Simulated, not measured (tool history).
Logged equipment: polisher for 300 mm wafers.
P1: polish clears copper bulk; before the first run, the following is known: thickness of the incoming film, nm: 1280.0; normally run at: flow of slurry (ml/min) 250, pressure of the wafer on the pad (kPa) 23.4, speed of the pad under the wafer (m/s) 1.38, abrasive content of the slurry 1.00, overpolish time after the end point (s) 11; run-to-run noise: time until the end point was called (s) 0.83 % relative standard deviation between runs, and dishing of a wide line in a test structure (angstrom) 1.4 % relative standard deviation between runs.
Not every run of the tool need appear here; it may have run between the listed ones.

run,day,flow of slurry (ml/min),pressure of the wafer on the pad (kPa),speed of the pad under the wafer (m/s),abrasive content of the slurry,overpolish time after the end point (s),time until the end point was called (s),dishing of a wide line in a test structure (angstrom)
1,0.692,250,23.4,1.38,1.00,11,104.530,805.25
2,1.042,250,23.4,1.38,1.00,21,103.670,1188.10
3,1.646,150,23.4,1.38,1.00,11,111.800,779.10
4,2.262,250,11.0,1.38,1.00,18,221.540,615.49
5,2.700,250,23.4,0.62,1.00,11,230.650,433.19
6,3.033,250,23.4,1.38,0.50,11,120.120,744.76
7,3.558,250,23.4,1.38,1.00,11,102.670,801.80
8,4.146,250,23.4,1.38,1.00,11,102.590,810.44
9,4.779,350,23.4,1.38,1.00,5,100.190,457.46
10,5.221,250,23.4,1.38,1.45,11,94.172,851.39
11,5.604,250,10.3,1.38,1.00,11,235.900,404.36
12,6.283,250,23.4,1.38,1.00,11,103.720,825.14
13,6.875,250,23.4,1.38,1.00,3,103.380,281.10
14,7.250,355,23.4,1.38,1.00,11,100.600,808.81
15,7.667,250,31.7,1.38,1.00,11,77.595,1034.20
16,8.029,250,23.4,1.96,1.00,11,72.612,1027.90
17,8.404,250,23.4,1.38,1.00,11,103.110,822.62
18,8.846,250,23.4,1.38,1.00,11,104.930,818.89
19,9.446,250,23.4,1.38,1.00,11,107.110,796.43
20,9.958,250,23.4,1.38,1.00,11,106.630,782.44
21,10.642,250,23.4,1.38,1.00,11,109.440,795.83
# day 11.217: worn pad replaced by a new one
22,11.283,250,23.4,1.38,1.00,11,110.510,760.89
# day 11.458: head pressure recalibrated
23,11.738,250,23.4,1.38,1.00,11,110.430,779.41
24,12.246,250,23.4,1.38,1.00,11,110.450,787.75
25,12.862,250,23.4,1.38,1.00,11,109.780,774.09
26,13.533,250,23.4,1.38,1.00,11,110.140,778.96

P1 no longer gives what it gave before; its output has crept away from where it was. The following 2 causes, each at its listed size, fit the log equally well:
A: slurry flow missing at the pad, % = 38.2
B: abrasive missing from the slurry, % = 26.6
The onset of the drift is placed at about day 8.404.
Why every other cause is out:
removal rate lost through wear of the pad, %: serviced at day 11.217, after the change had begun; the process did not return to its earlier output
head's pressure below its setpoint, %: serviced at day 11.458, after the change had begun; the process did not return to its earlier output

Consider the 4 check runs below, whose results appear as question marks and each of which averages 3 wafers. Which one distinguishes the causes, in that each cause would give it a clearly different result?
check 1,14.204,250,11.0,1.38,1.00,21,?,?
check 2,14.204,250,23.4,0.90,0.55,11,?,?
check 3,14.204,250,12.4,0.78,1.00,11,?,?
check 4,14.204,150,23.4,1.38,1.40,11,?,?

What every check run would give for each of its results, assuming each possible cause in turn:
check,result,if A,if B
check 1,time until the end point was called (s),234.690,234.730
check 1,dishing of a wide line in a test structure (angstrom),637.35,637.28
check 2,time until the end point was called (s),191.600,190.700
check 2,dishing of a wide line in a test structure (angstrom),509.65,511.61
check 3,time until the end point was called (s),369.090,369.160
check 3,dishing of a wide line in a test structure (angstrom),279.69,279.64
check 4,time until the end point was called (s),114.410,110.350
check 4,dishing of a wide line in a test structure (angstrom),755.55,774.91
Separation of the two closest causes in each check, using whichever result separates them best: check 1 0.02 %; check 2 0.47 %; check 3 0.02 %; check 4 3.61 %
Check 4 is the one run that separates the causes; every other check would come out nearly the same whichever cause is at work.

The results of check 4 are: time until the end point was called (s) 113.530; dishing of a wide line in a test structure (angstrom) 761.82. Based on these, which of the listed causes is it?

Of the candidate causes, it is A: slurry flow missing at the pad, %.

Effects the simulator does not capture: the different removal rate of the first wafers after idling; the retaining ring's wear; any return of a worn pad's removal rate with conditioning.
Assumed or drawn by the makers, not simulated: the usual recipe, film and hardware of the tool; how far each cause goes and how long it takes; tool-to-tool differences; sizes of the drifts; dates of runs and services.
